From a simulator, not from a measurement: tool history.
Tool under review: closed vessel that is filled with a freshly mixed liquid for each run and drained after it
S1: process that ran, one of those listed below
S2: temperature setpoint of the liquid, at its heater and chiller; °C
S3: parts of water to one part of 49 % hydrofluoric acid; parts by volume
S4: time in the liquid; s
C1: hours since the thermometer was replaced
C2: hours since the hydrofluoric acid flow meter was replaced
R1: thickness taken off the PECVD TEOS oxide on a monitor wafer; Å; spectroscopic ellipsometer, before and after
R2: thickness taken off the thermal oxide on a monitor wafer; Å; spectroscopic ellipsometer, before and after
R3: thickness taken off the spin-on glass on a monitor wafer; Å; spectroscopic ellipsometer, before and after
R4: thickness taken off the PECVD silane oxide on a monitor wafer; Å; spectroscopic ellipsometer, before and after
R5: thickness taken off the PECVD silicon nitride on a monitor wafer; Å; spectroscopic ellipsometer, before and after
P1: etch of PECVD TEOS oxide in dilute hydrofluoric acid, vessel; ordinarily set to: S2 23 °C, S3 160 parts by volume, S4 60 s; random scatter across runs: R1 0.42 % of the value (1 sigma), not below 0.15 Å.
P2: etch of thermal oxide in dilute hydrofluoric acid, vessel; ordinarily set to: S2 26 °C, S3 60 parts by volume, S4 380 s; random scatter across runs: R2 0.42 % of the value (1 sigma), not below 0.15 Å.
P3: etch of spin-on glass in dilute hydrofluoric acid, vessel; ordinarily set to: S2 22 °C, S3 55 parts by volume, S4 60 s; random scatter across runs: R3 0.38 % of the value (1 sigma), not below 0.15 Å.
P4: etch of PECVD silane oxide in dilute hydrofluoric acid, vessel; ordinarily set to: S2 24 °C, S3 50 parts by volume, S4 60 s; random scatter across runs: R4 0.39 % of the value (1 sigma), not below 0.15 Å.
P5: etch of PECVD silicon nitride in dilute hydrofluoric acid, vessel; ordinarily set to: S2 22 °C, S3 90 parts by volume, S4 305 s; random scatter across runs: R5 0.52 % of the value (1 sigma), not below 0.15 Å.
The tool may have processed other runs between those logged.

run 1 hour=8.7 | S1=P1 S2=23 S3=160 S4=60 | C1=334.4 C2=894.6 | R1=63.56
run 2 hour=19.8 | S1=P2 S2=26 S3=60 S4=765 | C1=345.5 C2=905.7 | R2=718.24
run 3 hour=34.6 | S1=P2 S2=26 S3=60 S4=380 | C1=360.3 C2=920.5 | R2=357.49
run 4 hour=48.8 | S1=P1 S2=23 S3=235 S4=60 | C1=374.5 C2=934.7 | R1=40.257
run 5 hour=57.6 | S1=P1 S2=23 S3=160 S4=105 | C1=383.3 C2=943.5 | R1=111.7
run 6 hour=72.6 | S1=P3 S2=22 S3=55 S4=60 | C1=398.3 C2=958.5 | R3=374.87
run 7 hour=83.4 | S1=P1 S2=23 S3=160 S4=60 | C1=409.1 C2=969.3 | R1=63.71
run 8 hour=94.2 | S1=P4 S2=24 S3=75 S4=60 | C1=419.9 C2=980.1 | R4=426.16
run 9 hour=103 | S1=P5 S2=22 S3=90 S4=480 | C1=428.7 C2=988.9 | R5=112.71
run 10 hour=114.8 | S1=P4 S2=24 S3=50 S4=60 | C1=440.5 C2=1000.7 | R4=663.2
run 11 hour=122.8 | S1=P5 S2=22 S3=90 S4=305 | C1=448.5 C2=1008.7 | R5=72.002
run 12 hour=135.8 | S1=P1 S2=23 S3=90 S4=60 | C1=461.5 C2=1021.7 | R1=123.31
run 13 hour=143.2 | S1=P1 S2=23 S3=260 S4=30 | C1=468.9 C2=1029.1 | R1=17.758
run 14 hour=158.3 | S1=P1 S2=28 S3=160 S4=95 | C1=484 C2=1044.2 | R1=121.63
run 15 hour=167.1 | S1=P3 S2=28.5 S3=55 S4=60 | C1=492.8 C2=1053 | R3=487.47
run 16 hour=177.7 | S1=P1 S2=23 S3=160 S4=60 | C1=503.4 C2=1063.6 | R1=63.495
run 17 hour=192.5 | S1=P5 S2=22 S3=20 S4=305 | C1=518.2 C2=1078.4 | R5=310.94
run 18 hour=200.6 | S1=P4 S2=24 S3=50 S4=30 | C1=526.3 C2=1086.5 | R4=330.11
run 19 hour=207.3 | S1=P1 S2=17.5 S3=160 S4=60 | C1=533 C2=1093.2 | R1=51.403
run 20 hour=220.2 | S1=P2 S2=26 S3=40 S4=380 | C1=545.9 C2=1106.1 | R2=549.45
run 21 hour=231.9 | S1=P1 S2=29 S3=160 S4=60 | C1=557.6 C2=1117.8 | R1=79.564
run 22 hour=245.2 | S1=P3 S2=22 S3=95 S4=60 | C1=570.9 C2=1131.1 | R3=207.08
run 23 hour=252.4 | S1=P1 S2=23 S3=160 S4=60 | C1=578.1 C2=1138.3 | R1=64.25
run 24 hour=265.5 | S1=P2 S2=33 S3=60 S4=380 | C1=591.2 C2=1151.4 | R2=469.05
run 25 hour=274.7 | S1=P1 S2=23 S3=160 S4=30 | C1=600.4 C2=1160.6 | R1=31.958
run 26 hour=285.5 | S1=P3 S2=22 S3=55 S4=115 | C1=611.2 C2=1171.4 | R3=715.44
run 27 hour=300 | S1=P5 S2=26 S3=90 S4=305 | C1=625.7 C2=1185.9 | R5=94.322
run 28 hour=314 | S1=P2 S2=26 S3=60 S4=380 | C1=639.7 C2=1199.9 | R2=358.13
run 29 hour=321.7 | S1=P4 S2=24 S3=50 S4=60 | C1=647.4 C2=1207.6 | R4=661.99
run 30 hour=335.9 | S1=P4 S2=32 S3=50 S4=60 | C1=661.6 C2=1221.8 | R4=910.05
run 31 hour=345.6 | S1=P1 S2=23 S3=160 S4=60 | C1=671.3 C2=1231.5 | R1=64.191
run 32 hour=352.7 | S1=P1 S2=23 S3=160 S4=60 | C1=678.4 C2=1238.6 | R1=62.678
run 33 hour=366.1 | S1=P1 S2=23 S3=160 S4=60 | C1=691.8 C2=1252 | R1=61.729
run 34 hour=373.4 | S1=P1 S2=23 S3=160 S4=60 | C1=699.1 C2=1259.3 | R1=61.582
run 35 hour=383.3 | S1=P1 S2=23 S3=160 S4=60 | C1=709 C2=1269.2 | R1=60.785
run 36 hour=397.3 | S1=P1 S2=23 S3=160 S4=60 | C1=723 C2=1283.2 | R1=60.921
run 37 hour=412.3 | S1=P1 S2=23 S3=160 S4=60 | C1=738 C2=1298.2 | R1=60.108
run 38 hour=424.7 | S1=P1 S2=23 S3=160 S4=60 | C1=750.4 C2=1310.6 | R1=60.404
run 39 hour=433.8 | S1=P1 S2=23 S3=160 S4=60 | C1=759.5 C2=1319.7 | R1=60.24
run 40 hour=441.6 | S1=P1 S2=23 S3=160 S4=60 | C1=767.3 C2=1327.5 | R1=59.541
run 41 hour=454.8 | S1=P1 S2=23 S3=160 S4=60 | C1=780.5 C2=1340.7 | R1=60.132

The output of P1 has drifted from where it used to be. Each of the 2 causes below, taken at the size shown beside it, accounts for the log equally well:
A: hydrofluoric acid flow below the setpoint (%) = 4.99
B: liquid colder than its thermometer reads (K) = 1.57
Onset of the creep was near hour 345.6.

4 check runs are offered, one wafer each, their results left as question marks. Which one tells the causes apart?
run check 1 hour=468 | S1=P2 S2=33 S3=60 S4=380 | R2=?
run check 2 hour=468 | S1=P3 S2=27.5 S3=55 S4=115 | R3=?
run check 3 hour=468 | S1=P5 S2=22 S3=30 S4=455 | R5=?
run check 4 hour=468 | S1=P4 S2=31.5 S3=50 S4=60 | R4=?

Expected result of each check under each candidate cause:
check=check_1 result=R2 if_A=443.61 if_B=442
check=check_2 result=R3 if_A=849.85 if_B=843.4
check=check_3 result=R5 if_A=299.28 if_B=281.98
check=check_4 result=R4 if_A=843.29 if_B=838.41
Separation of the two closest causes in each check, using whichever result separates them best: check 1 0.36 %; check 2 0.76 %; check 3 5.96 %; check 4 0.58 %
The causes can be told apart only by check 3. The other checks would give nearly the same results under each of them.

Check 3 was then run and gave: R5 280.6 Å. Which cause is it?

The correct cause is B, namely: liquid colder than its thermometer reads (K).
